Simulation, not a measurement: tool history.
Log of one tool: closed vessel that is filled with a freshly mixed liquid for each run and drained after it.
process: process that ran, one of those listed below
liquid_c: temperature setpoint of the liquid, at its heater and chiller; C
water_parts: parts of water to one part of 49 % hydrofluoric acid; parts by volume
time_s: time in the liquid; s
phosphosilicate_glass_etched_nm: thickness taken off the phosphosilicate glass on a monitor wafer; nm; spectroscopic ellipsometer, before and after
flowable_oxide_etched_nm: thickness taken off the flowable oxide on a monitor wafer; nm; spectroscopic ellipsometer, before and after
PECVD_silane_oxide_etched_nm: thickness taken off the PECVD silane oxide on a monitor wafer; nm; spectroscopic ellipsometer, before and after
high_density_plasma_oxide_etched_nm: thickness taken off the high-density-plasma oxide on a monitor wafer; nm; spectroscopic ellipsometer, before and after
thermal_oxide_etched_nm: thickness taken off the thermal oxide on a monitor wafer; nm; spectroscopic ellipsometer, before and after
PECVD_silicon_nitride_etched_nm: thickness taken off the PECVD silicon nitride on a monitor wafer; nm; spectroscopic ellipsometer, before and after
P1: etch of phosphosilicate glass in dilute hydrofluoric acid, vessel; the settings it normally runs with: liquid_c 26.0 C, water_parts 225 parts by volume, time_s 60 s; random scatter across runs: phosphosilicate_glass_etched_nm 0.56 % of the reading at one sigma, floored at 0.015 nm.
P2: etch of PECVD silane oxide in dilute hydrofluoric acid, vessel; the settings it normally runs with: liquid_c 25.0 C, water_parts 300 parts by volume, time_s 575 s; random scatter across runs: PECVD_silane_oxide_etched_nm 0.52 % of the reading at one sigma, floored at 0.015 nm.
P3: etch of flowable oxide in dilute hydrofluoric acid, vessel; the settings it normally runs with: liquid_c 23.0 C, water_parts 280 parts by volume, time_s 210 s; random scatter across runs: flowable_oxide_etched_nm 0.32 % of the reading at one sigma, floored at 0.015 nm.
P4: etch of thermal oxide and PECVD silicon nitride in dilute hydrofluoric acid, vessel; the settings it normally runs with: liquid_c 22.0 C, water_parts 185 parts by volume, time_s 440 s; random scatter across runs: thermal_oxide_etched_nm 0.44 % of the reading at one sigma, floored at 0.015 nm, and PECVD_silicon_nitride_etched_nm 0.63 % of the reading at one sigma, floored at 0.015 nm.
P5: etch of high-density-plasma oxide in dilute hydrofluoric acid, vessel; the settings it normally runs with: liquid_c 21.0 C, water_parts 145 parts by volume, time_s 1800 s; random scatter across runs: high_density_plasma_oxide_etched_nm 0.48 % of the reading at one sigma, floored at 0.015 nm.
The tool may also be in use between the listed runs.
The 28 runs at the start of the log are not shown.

| run | day | process | liquid_c | water_parts | time_s | phosphosilicate_glass_etched_nm | flowable_oxide_etched_nm | PECVD_silane_oxide_etched_nm | high_density_plasma_oxide_etched_nm | thermal_oxide_etched_nm | PECVD_silicon_nitride_etched_nm |
|---|---|---|---|---|---|---|---|---|---|---|---|
| 29 | 11.246 | P5 | 21.0 | 145 | 2985 |  |  |  | 93.106 |  |  |
| 30 | 11.562 | P1 | 26.0 | 225 | 60 | 14.7120 |  |  |  |  |  |
| 31 | 11.842 | P2 | 20.5 | 300 | 575 |  |  | 32.121 |  |  |  |
| 32 | 12.088 | P1 | 26.0 | 225 | 60 | 14.8700 |  |  |  |  |  |
| 33 | 12.429 | P1 | 26.0 | 225 | 60 | 14.2710 |  |  |  |  |  |
| 34 | 12.712 | P1 | 26.0 | 225 | 60 | 14.2340 |  |  |  |  |  |
| 35 | 13.054 | P1 | 26.0 | 225 | 60 | 13.8950 |  |  |  |  |  |
| 36 | 13.425 | P1 | 26.0 | 225 | 60 | 14.0280 |  |  |  |  |  |

Run 37, settings as shown, results not yet in. Your forecast:
| 37 | 13.721 | P1 | 26.0 | 225 | 60 | ? |  |  |  |  |  |

phosphosilicate_glass_etched_nm: 13.9810 nm
